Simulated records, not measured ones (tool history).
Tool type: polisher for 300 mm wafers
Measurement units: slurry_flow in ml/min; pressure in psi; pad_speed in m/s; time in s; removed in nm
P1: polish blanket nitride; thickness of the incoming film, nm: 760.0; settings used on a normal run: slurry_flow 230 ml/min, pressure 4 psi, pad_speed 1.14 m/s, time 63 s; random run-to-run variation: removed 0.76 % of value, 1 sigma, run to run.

run   hour  slurry_flow  pressure  pad_speed  time  wafers polished on this pad  hours since the slurry nozzle was cleaned  hours since the head pressure was calibrated  removed
  1   14.5          230         4       1.14    63                          375                                      556.9                                          81.7   120.38
  2   22.2          230       1.8       1.14    63                          443                                      564.6                                          89.4   54.421
  3     38          230         4       1.14    63                          582                                      580.4                                         105.2    119.6
  4   53.1          140       5.8       1.14    63                          715                                      595.5                                         120.3   160.89
  5   67.3          230         4        1.6    63                          840                                      609.7                                         134.5   156.51
  6   80.9          140         4       1.14    63                          959                                      623.3                                         148.1   110.52
  7   88.3          230         4       1.14    63                         1025                                      630.7                                         155.5    120.2
  8  105.4          230         4       1.14    79                         1175                                      647.8                                         172.6   152.02
  9  117.1          230         4       0.64    63                         1278                                      659.5                                         184.3   76.378
 10  132.9          300         4       1.14    63                         1417                                      675.3                                         200.1   123.65
 11  147.7          230         4       1.14    63                         1547                                      690.1                                         214.9    119.8
 12  155.1          230         4       1.14    63                         1613                                      697.5                                         222.3   118.93
 13  168.2          230       6.3       1.14    63                         1728                                      710.6                                         235.4   189.02
 14  177.8          230         4       1.14    42                         1812                                      720.2                                           245   80.611
 15  186.9          230         4       1.14    63                         1893                                      729.3                                         254.1   120.74
 16  194.8          230         4       1.14    63                         1962                                      737.2                                           262   118.11
 17  205.9          230         4       1.14    63                         2060                                      748.3                                         273.1   119.53
 18  219.1          230         4       1.14    63                         2176                                      761.5                                         286.3   115.55
 19  229.1          230         4       1.14    63                         2264                                      771.5                                         296.3   116.88

Estimate the outcome of run 20 from the log above:
 20  244.5          230         4       1.14    63                         2400                                      786.9                                         311.7        ?

removed: 116.16 nm

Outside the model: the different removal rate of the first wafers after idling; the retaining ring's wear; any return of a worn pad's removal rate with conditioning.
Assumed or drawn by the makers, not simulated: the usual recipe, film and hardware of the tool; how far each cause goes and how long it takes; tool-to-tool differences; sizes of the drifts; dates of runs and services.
